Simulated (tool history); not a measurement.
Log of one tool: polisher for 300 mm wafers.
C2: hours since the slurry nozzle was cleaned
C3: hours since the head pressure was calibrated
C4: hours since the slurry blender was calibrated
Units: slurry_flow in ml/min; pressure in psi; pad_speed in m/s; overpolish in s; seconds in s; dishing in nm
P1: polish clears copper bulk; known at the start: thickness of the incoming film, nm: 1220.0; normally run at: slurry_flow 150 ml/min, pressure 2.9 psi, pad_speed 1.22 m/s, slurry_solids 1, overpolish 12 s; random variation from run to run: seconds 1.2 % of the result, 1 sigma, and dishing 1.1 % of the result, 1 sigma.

run 1 day=0.296 | slurry_flow=150 pressure=2.9 pad_speed=1.22 slurry_solids=1 overpolish=12 | wafers_polished_on_this_pad=149 C2=243.3 C3=137.7 C4=50.3 | seconds=89.404 dishing=95.724
run 2 day=0.871 | slurry_flow=195 pressure=3.6 pad_speed=1.22 slurry_solids=1 overpolish=12 | wafers_polished_on_this_pad=236 C2=257.1 C3=151.5 C4=64.1 | seconds=67.879 dishing=120.66
-- day=0.896 slurry nozzle cleaned
run 3 day=1.2 | slurry_flow=150 pressure=2.9 pad_speed=1.22 slurry_solids=0.55 overpolish=12 | wafers_polished_on_this_pad=286 C2=7.3 C3=159.4 C4=72 | seconds=99.944 dishing=86.877
run 4 day=1.638 | slurry_flow=150 pressure=2.9 pad_speed=1.8 slurry_solids=1 overpolish=12 | wafers_polished_on_this_pad=353 C2=17.8 C3=169.9 C4=82.5 | seconds=59.232 dishing=123.44
run 5 day=1.971 | slurry_flow=150 pressure=2.9 pad_speed=1.22 slurry_solids=1 overpolish=12 | wafers_polished_on_this_pad=404 C2=25.8 C3=177.9 C4=90.5 | seconds=90.264 dishing=95.018
run 6 day=2.433 | slurry_flow=110 pressure=2.9 pad_speed=1.22 slurry_solids=1.45 overpolish=12 | wafers_polished_on_this_pad=475 C2=36.9 C3=189 C4=101.6 | seconds=87.924 dishing=96.814
run 7 day=2.754 | slurry_flow=190 pressure=2.9 pad_speed=1.22 slurry_solids=1 overpolish=12 | wafers_polished_on_this_pad=524 C2=44.6 C3=196.7 C4=109.3 | seconds=85.342 dishing=98.419
run 8 day=3.283 | slurry_flow=150 pressure=2.9 pad_speed=1.22 slurry_solids=1 overpolish=12 | wafers_polished_on_this_pad=604 C2=57.3 C3=209.4 C4=122 | seconds=88.824 dishing=95.217
run 9 day=3.875 | slurry_flow=150 pressure=2.9 pad_speed=1.22 slurry_solids=1 overpolish=17 | wafers_polished_on_this_pad=695 C2=71.5 C3=223.6 C4=136.2 | seconds=87.635 dishing=122.2
run 10 day=4.362 | slurry_flow=150 pressure=1.3 pad_speed=1.22 slurry_solids=1 overpolish=12 | wafers_polished_on_this_pad=769 C2=83.2 C3=235.3 C4=147.9 | seconds=197.76 dishing=47.468
run 11 day=4.796 | slurry_flow=150 pressure=2.9 pad_speed=1.22 slurry_solids=1.45 overpolish=12 | wafers_polished_on_this_pad=835 C2=93.6 C3=245.7 C4=158.3 | seconds=81.538 dishing=102.8
run 12 day=5.175 | slurry_flow=150 pressure=2.9 pad_speed=1.22 slurry_solids=1 overpolish=4 | wafers_polished_on_this_pad=893 C2=102.7 C3=254.8 C4=167.4 | seconds=87.535 dishing=39.326
run 13 day=5.704 | slurry_flow=150 pressure=2.9 pad_speed=1.22 slurry_solids=1 overpolish=12 | wafers_polished_on_this_pad=974 C2=115.4 C3=267.5 C4=180.1 | seconds=88.477 dishing=95.015
-- day=6.029 head pressure recalibrated
run 14 day=6.283 | slurry_flow=90 pressure=2.9 pad_speed=1.22 slurry_solids=1 overpolish=12 | wafers_polished_on_this_pad=1062 C2=129.3 C3=6.2 C4=194 | seconds=98.931 dishing=87.757
run 15 day=6.638 | slurry_flow=150 pressure=2.9 pad_speed=1.22 slurry_solids=1 overpolish=12 | wafers_polished_on_this_pad=1116 C2=137.8 C3=14.7 C4=202.5 | seconds=88.54 dishing=95.486
run 16 day=7.175 | slurry_flow=150 pressure=2.9 pad_speed=1.22 slurry_solids=1 overpolish=12 | wafers_polished_on_this_pad=1198 C2=150.7 C3=27.6 C4=215.4 | seconds=87.698 dishing=97.573
run 17 day=7.738 | slurry_flow=150 pressure=2.9 pad_speed=0.8 slurry_solids=0.65 overpolish=12 | wafers_polished_on_this_pad=1284 C2=164.2 C3=41.1 C4=228.9 | seconds=150.6 dishing=65.837
run 18 day=8.158 | slurry_flow=150 pressure=4.4 pad_speed=1.22 slurry_solids=1 overpolish=12 | wafers_polished_on_this_pad=1348 C2=174.3 C3=51.2 C4=239 | seconds=58.245 dishing=135.17
run 19 day=8.462 | slurry_flow=150 pressure=2.9 pad_speed=0.66 slurry_solids=1 overpolish=12 | wafers_polished_on_this_pad=1394 C2=181.6 C3=58.5 C4=246.3 | seconds=163.57 dishing=59.674
run 20 day=8.871 | slurry_flow=150 pressure=2.9 pad_speed=1.22 slurry_solids=1 overpolish=12 | wafers_polished_on_this_pad=1457 C2=191.4 C3=68.3 C4=256.1 | seconds=87.217 dishing=97.311
run 21 day=9.15 | slurry_flow=150 pressure=2.9 pad_speed=1.22 slurry_solids=1 overpolish=12 | wafers_polished_on_this_pad=1499 C2=198.1 C3=75 C4=262.8 | seconds=91.589 dishing=95.22
run 22 day=9.471 | slurry_flow=150 pressure=2.9 pad_speed=1.22 slurry_solids=1 overpolish=12 | wafers_polished_on_this_pad=1548 C2=205.8 C3=82.7 C4=270.5 | seconds=95.178 dishing=93.528
run 23 day=9.983 | slurry_flow=150 pressure=2.9 pad_speed=1.22 slurry_solids=1 overpolish=12 | wafers_polished_on_this_pad=1626 C2=218.1 C3=95 C4=282.8 | seconds=97.119 dishing=90.179
-- day=10.038 slurry blender recalibrated
-- day=10.183 head pressure recalibrated
run 24 day=10.3 | slurry_flow=150 pressure=2.9 pad_speed=1.22 slurry_solids=1 overpolish=12 | wafers_polished_on_this_pad=1675 C2=225.7 C3=2.9 C4=6.3 | seconds=96.026 dishing=89.191
run 25 day=10.625 | slurry_flow=150 pressure=2.9 pad_speed=1.22 slurry_solids=1 overpolish=12 | wafers_polished_on_this_pad=1724 C2=233.5 C3=10.7 C4=14.1 | seconds=97.156 dishing=90.882
run 26 day=11.142 | slurry_flow=150 pressure=2.9 pad_speed=1.22 slurry_solids=1 overpolish=12 | wafers_polished_on_this_pad=1803 C2=245.9 C3=23.1 C4=26.5 | seconds=96.836 dishing=90.753
run 27 day=11.404 | slurry_flow=150 pressure=2.9 pad_speed=1.22 slurry_solids=1 overpolish=12 | wafers_polished_on_this_pad=1843 C2=252.2 C3=29.4 C4=32.8 | seconds=97.7 dishing=91.737

What P1 gives has crept away from where it was. These 2 causes fit the log equally well, each at the size given:
A: removal rate lost through wear of the pad, % = 8.38
B: slurry flow missing at the pad, % = 34.3
The creep began at about day 8.871.
Why every other cause is out:
head's pressure below its setpoint, %: serviced at day 10.183, which brought nothing back
abrasive missing from the slurry, %: serviced at day 10.038, which brought nothing back

4 check runs are offered, each on 3 wafers whose results are averaged, their results left as question marks. Which one tells the causes apart?
run check 1 day=11.667 | slurry_flow=150 pressure=1.5 pad_speed=1.72 slurry_solids=1 overpolish=12 | seconds=? dishing=?
run check 2 day=11.667 | slurry_flow=180 pressure=2.9 pad_speed=0.68 slurry_solids=1 overpolish=12 | seconds=? dishing=?
run check 3 day=11.667 | slurry_flow=150 pressure=1.8 pad_speed=1.56 slurry_solids=1 overpolish=12 | seconds=? dishing=?
run check 4 day=11.667 | slurry_flow=90 pressure=2.9 pad_speed=1.22 slurry_solids=1 overpolish=12 | seconds=? dishing=?

What each check would give under each cause:
check=check_1 result=seconds if_A=133.31 if_B=133.32
check=check_1 result=dishing if_A=65.842 if_B=65.838
check=check_2 result=seconds if_A=169.48 if_B=167.23
check=check_2 result=dishing if_A=58.519 if_B=59.175
check=check_3 result=seconds if_A=122.49 if_B=122.5
check=check_3 result=dishing if_A=71.882 if_B=71.878
check=check_4 result=seconds if_A=108.65 if_B=114.13
check=check_4 result=dishing if_A=83.438 if_B=80.377
How far apart the two closest causes lie, in the result that separates them most: check 1 0.01 %; check 2 1.33 %; check 3 0.01 %; check 4 4.92 %
Only check 4 tells the causes apart: in the others they would give nearly the same result.

Then check 4 was run and gave: seconds 107.49 s; dishing 83.723 nm. Which cause is it?

It is A: removal rate lost through wear of the pad, %.
